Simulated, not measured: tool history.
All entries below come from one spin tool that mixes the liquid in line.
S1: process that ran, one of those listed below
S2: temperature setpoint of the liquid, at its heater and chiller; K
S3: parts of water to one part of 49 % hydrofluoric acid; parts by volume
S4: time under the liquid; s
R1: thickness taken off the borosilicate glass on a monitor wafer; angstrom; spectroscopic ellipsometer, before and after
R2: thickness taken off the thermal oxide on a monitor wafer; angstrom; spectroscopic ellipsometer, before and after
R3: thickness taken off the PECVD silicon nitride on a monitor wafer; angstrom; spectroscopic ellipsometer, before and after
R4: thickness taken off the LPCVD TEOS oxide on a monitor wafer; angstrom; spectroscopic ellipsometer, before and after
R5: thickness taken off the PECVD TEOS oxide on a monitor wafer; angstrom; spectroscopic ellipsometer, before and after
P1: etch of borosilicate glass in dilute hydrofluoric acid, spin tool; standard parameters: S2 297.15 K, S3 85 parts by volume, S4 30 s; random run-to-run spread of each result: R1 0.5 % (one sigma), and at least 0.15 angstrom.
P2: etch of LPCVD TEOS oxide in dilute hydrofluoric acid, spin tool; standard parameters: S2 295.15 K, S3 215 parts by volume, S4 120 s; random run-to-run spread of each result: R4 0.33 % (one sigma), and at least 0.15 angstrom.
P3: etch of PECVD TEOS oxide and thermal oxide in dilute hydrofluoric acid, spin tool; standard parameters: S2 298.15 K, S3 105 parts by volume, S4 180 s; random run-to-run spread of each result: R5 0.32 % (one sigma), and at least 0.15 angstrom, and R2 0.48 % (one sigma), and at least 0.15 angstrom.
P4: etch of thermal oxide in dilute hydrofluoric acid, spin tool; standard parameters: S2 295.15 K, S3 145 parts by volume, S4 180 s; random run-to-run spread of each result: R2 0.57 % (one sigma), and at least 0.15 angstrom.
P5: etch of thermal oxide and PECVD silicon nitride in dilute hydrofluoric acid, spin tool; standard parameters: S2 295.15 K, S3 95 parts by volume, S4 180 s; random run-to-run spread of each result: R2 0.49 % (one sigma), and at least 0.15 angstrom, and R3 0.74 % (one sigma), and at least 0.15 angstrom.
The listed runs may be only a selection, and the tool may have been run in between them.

run 1 hour=2.8 | S1=P1 S2=297.15 S3=85 S4=30 | R1=67.117
run 2 hour=6.6 | S1=P4 S2=290.65 S3=145 S4=180 | R2=43.23
run 3 hour=9.7 | S1=P5 S2=295.15 S3=95 S4=180 | R2=92.52 R3=28.793
run 4 hour=13.1 | S1=P2 S2=290.15 S3=215 S4=120 | R4=114.87
run 5 hour=15.9 | S1=P1 S2=297.15 S3=85 S4=30 | R1=67.305
run 6 hour=21.2 | S1=P3 S2=298.15 S3=105 S4=180 | R2=85.024 R5=329.82
run 7 hour=25 | S1=P1 S2=297.15 S3=85 S4=15 | R1=33.805
run 8 hour=28.7 | S1=P2 S2=295.15 S3=215 S4=120 | R4=139.29
run 9 hour=31.8 | S1=P5 S2=295.15 S3=95 S4=360 | R2=184.03 R3=57.318
run 10 hour=35.9 | S1=P1 S2=297.15 S3=85 S4=30 | R1=66.708
run 11 hour=40 | S1=P5 S2=295.15 S3=20 S4=180 | R2=480.8 R3=129.8
run 12 hour=45.8 | S1=P1 S2=297.15 S3=85 S4=30 | R1=67.008
run 13 hour=49.3 | S1=P4 S2=295.15 S3=145 S4=75 | R2=21.745
run 14 hour=53 | S1=P3 S2=298.15 S3=105 S4=180 | R2=84.783 R5=329.19
run 15 hour=57.6 | S1=P4 S2=295.15 S3=50 S4=180 | R2=168.52
-- hour=59.6 thermometer replaced
run 16 hour=63.3 | S1=P3 S2=298.15 S3=35 S4=180 | R2=277.54 R5=1088.1
run 17 hour=66.1 | S1=P4 S2=295.15 S3=145 S4=180 | R2=52.228
run 18 hour=68.8 | S1=P3 S2=306.65 S3=105 S4=180 | R2=116.68 R5=453.32
run 19 hour=72 | S1=P2 S2=295.15 S3=215 S4=120 | R4=139.8
run 20 hour=76.1 | S1=P1 S2=305.65 S3=85 S4=30 | R1=92.432
run 21 hour=80.8 | S1=P1 S2=297.15 S3=55 S4=30 | R1=107.24
-- hour=84.5 hydrofluoric acid flow meter replaced
run 22 hour=86.4 | S1=P2 S2=295.15 S3=75 S4=120 | R4=463.69
run 23 hour=89.7 | S1=P1 S2=291.15 S3=85 S4=30 | R1=51.665
run 24 hour=95.4 | S1=P5 S2=299.15 S3=95 S4=180 | R2=107.52 R3=37.293
run 25 hour=99 | S1=P1 S2=297.15 S3=85 S4=30 | R1=66.014
run 26 hour=104.8 | S1=P5 S2=295.15 S3=95 S4=180 | R2=91.884 R3=28.607
run 27 hour=109.7 | S1=P1 S2=297.15 S3=85 S4=30 | R1=66.67

Predict the results of run 28:
run 28 hour=113.8 | S1=P4 S2=295.15 S3=145 S4=180 | R2=?

{"run 28": {"R2": 51.689}}

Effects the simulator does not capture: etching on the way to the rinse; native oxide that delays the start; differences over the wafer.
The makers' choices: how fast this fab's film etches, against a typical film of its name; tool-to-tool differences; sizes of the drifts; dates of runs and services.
